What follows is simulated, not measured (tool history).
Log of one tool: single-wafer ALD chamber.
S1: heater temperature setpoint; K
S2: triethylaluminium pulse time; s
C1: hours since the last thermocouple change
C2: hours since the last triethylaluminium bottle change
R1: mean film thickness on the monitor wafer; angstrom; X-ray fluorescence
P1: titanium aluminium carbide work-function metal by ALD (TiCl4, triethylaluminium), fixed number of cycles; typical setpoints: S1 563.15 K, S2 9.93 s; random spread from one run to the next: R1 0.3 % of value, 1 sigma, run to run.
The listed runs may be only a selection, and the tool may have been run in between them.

{"run": 1, "hour": 8.7, "S1": 563.15, "S2": 9.93, "C1": 932.3, "C2": 226.7, "R1": 19.225}
{"run": 2, "hour": 26.2, "S1": 563.15, "S2": 9.93, "C1": 949.8, "C2": 244.2, "R1": 19.293}
{"run": 3, "hour": 37.8, "S1": 543.15, "S2": 14.84, "C1": 961.4, "C2": 255.8, "R1": 17.987}
{"run": 4, "hour": 52.4, "S1": 578.15, "S2": 9.93, "C1": 976.0, "C2": 270.4, "R1": 20.494}
{"run": 5, "hour": 61.4, "S1": 563.15, "S2": 9.93, "C1": 985.0, "C2": 279.4, "R1": 19.142}
{"run": 6, "hour": 70.8, "S1": 563.15, "S2": 15.68, "C1": 994.4, "C2": 288.8, "R1": 19.721}
{"run": 7, "hour": 82.5, "S1": 563.15, "S2": 9.93, "C1": 1006.1, "C2": 300.5, "R1": 19.21}
{"run": 8, "hour": 99.1, "S1": 563.15, "S2": 9.93, "C1": 1022.7, "C2": 317.1, "R1": 19.186}
{"run": 9, "hour": 113.7, "S1": 545.15, "S2": 9.93, "C1": 1037.3, "C2": 331.7, "R1": 17.732}
{"run": 10, "hour": 122.5, "S1": 563.15, "S2": 4.05, "C1": 1046.1, "C2": 340.5, "R1": 14.993}
{"run": 11, "hour": 133.9, "S1": 563.15, "S2": 9.93, "C1": 1057.5, "C2": 351.9, "R1": 19.241}
{"run": 12, "hour": 144.4, "S1": 563.15, "S2": 9.93, "C1": 1068.0, "C2": 362.4, "R1": 19.289}
{"run": 13, "hour": 155.3, "S1": 563.15, "S2": 9.93, "C1": 1078.9, "C2": 373.3, "R1": 19.157}
{"run": 14, "hour": 164.0, "S1": 563.15, "S2": 9.93, "C1": 1087.6, "C2": 382.0, "R1": 18.972}
{"run": 15, "hour": 177.7, "S1": 563.15, "S2": 9.93, "C1": 1101.3, "C2": 395.7, "R1": 18.984}

Forecast run 16:
{"run": 16, "hour": 187.1, "S1": 563.15, "S2": 9.93, "C1": 1110.7, "C2": 405.1, "R1": "?"}

R1: 18.899 angstrom
